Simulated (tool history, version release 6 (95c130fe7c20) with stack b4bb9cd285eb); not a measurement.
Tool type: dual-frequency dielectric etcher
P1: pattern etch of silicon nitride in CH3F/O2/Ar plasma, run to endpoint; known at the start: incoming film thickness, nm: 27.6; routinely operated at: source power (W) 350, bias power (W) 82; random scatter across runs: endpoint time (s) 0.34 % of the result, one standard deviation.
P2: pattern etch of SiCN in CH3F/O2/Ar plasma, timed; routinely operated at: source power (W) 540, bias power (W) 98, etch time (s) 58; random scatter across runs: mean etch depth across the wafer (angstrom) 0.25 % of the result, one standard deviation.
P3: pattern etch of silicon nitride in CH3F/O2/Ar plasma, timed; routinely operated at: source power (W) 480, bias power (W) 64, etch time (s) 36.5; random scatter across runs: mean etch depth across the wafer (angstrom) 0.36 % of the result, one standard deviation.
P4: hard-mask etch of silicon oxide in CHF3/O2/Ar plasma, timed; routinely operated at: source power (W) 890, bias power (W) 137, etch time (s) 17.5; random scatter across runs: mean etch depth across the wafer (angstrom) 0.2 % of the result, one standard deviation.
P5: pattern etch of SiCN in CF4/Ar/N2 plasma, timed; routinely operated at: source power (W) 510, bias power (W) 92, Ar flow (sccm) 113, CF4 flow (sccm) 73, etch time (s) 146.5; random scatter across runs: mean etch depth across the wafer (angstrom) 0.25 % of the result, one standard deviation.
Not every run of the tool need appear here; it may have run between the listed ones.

run,hour,process that ran,source power (W),bias power (W),etch time (s),Ar flow (sccm),CF4 flow (sccm),hours since the last wet clean,hours since the last source power generator calibration,hours since the last bias power generator calibration,endpoint time (s),mean etch depth across the wafer (angstrom)
1,16.9,P1,350,82,,,,155.5,1180.2,2996,40.678,
2,29.8,P2,540,98,87,,,168.4,1193.1,3008.9,,401.42
3,42.8,P5,510,92,183,113,73,181.4,1206.1,3021.9,,1896.6
4,56.5,P5,370,92,146.5,113,73,195.1,1219.8,3035.6,,1142.9
5,72.5,P1,470,82,,,,211.1,1235.8,3051.6,36.413,
6,83.9,P2,330,98,58,,,222.5,1247.2,3063,,222.74
7,95.1,P2,540,58,58,,,233.7,1258.4,3074.2,,222.19
8,111.3,P4,1110,137,17.5,,,249.9,1274.6,3090.4,,409.46
9,125.2,P1,240,51,,,,263.8,1288.5,3104.3,55.357,
10,137.6,P1,290,51,,,,276.2,1300.9,3116.7,51.482,
11,145.9,P4,890,137,17.5,,,284.5,1309.2,3125,,375.66
12,162,P1,350,82,,,,300.6,1325.3,3141.1,40.714,
13,174.2,P3,480,81,36.5,,,312.8,1337.5,3153.3,,273.65
14,187.6,P2,540,98,58,,,326.2,1350.9,3166.7,,268.18
15,203.5,P1,210,82,,,,342.1,1366.8,3182.6,48.997,
16,215.5,P5,510,92,146.5,113,73,354.1,1378.8,3194.6,,1522.6
17,229.7,P1,350,82,,,,368.3,1393,3208.8,40.661,
18,240.6,P1,350,59,,,,379.2,1403.9,3219.7,45.719,
19,254.1,P2,540,98,58,,,392.7,1417.4,3233.2,,268.12
20,262,P4,890,137,12,,,400.6,1425.3,3241.1,,257.6
21,272.1,P1,410,58,,,,410.7,1435.4,3251.2,43.09,
22,283.4,P1,350,108,,,,422,1446.7,3262.5,36.562,
23,300.1,P4,890,94,17.5,,,438.7,1463.4,3279.2,,335.34
24,316.1,P5,510,92,146.5,113,90,454.7,1479.4,3295.2,,1569.8
25,332.6,P3,480,64,25.5,,,471.2,1495.9,3311.7,,178.64
26,343.4,P5,510,92,146.5,113,73,482,1506.7,3322.5,,1525.9
27,353.2,P1,350,82,,,,491.8,1516.5,3332.3,40.689,
28,360.6,P3,480,64,36.5,,,499.2,1523.9,3339.7,,255.15
29,369.1,P3,340,64,36.5,,,507.7,1532.4,3348.2,,222.42
30,384.8,P5,510,92,146.5,157,73,523.4,1548.1,3363.9,,1447.5
31,400.9,P5,510,73,146.5,113,73,539.5,1564.2,3380,,1400
32,408.4,P1,350,82,,,,547,1571.7,3387.5,40.655,
33,417.9,P1,350,82,,,,556.5,1581.2,3397,40.536,
34,427.4,P1,350,82,,,,566,1590.7,3406.5,40.458,
35,444.3,P1,350,82,,,,582.9,1607.6,3423.4,40.078,
36,460.7,P1,350,82,,,,599.3,1624,3439.8,39.774,
# hour 467: wet clean of the chamber
37,471.3,P1,350,82,,,,4.4,1634.6,3450.4,39.919,
38,488.1,P1,350,82,,,,21.2,1651.4,3467.2,39.924,

What P1 gives has crept away from where it was. These 2 causes fit the log equally well, each at the size given:
A: source power that arrives over what is set, % = 4.68
B: bias power that arrives over what is set, % = 4.92
At approximately hour 408.4, the process output began to creep.
Why every other cause is out:
chamber walls in a state that raises the etch rate, %: serviced at hour 467, which brought nothing back

The check runs listed below each take one wafer, and their results are still question marks. Under which run would the listed causes lead to clearly different results?
check 1,504.9,P2,540,98,58,,,,,,,?
check 2,504.9,P4,890,137,17.5,,,,,,,?
check 3,504.9,P5,510,92,146.5,113,73,,,,,?
check 4,504.9,P3,480,64,36.5,,,,,,,?

Expected result of each check under each candidate cause:
check,result,if A,if B
check 1,mean etch depth across the wafer (angstrom),272.33,272.54
check 2,mean etch depth across the wafer (angstrom),382.11,380.91
check 3,mean etch depth across the wafer (angstrom),1581.8,1546.8
check 4,mean etch depth across the wafer (angstrom),259.26,258.81
Distance between the nearest two causes, measured in the result of the check that separates them most: check 1 0.08 %; check 2 0.31 %; check 3 2.23 %; check 4 0.17 %
The other checks would show nearly matching results whichever cause is true, so check 3 is the only one that separates the causes.

With check 3 done, the readings were: mean etch depth across the wafer (angstrom) 1585. Identify which of the listed causes applies.

It was cause A: source power that arrives over what is set, %.
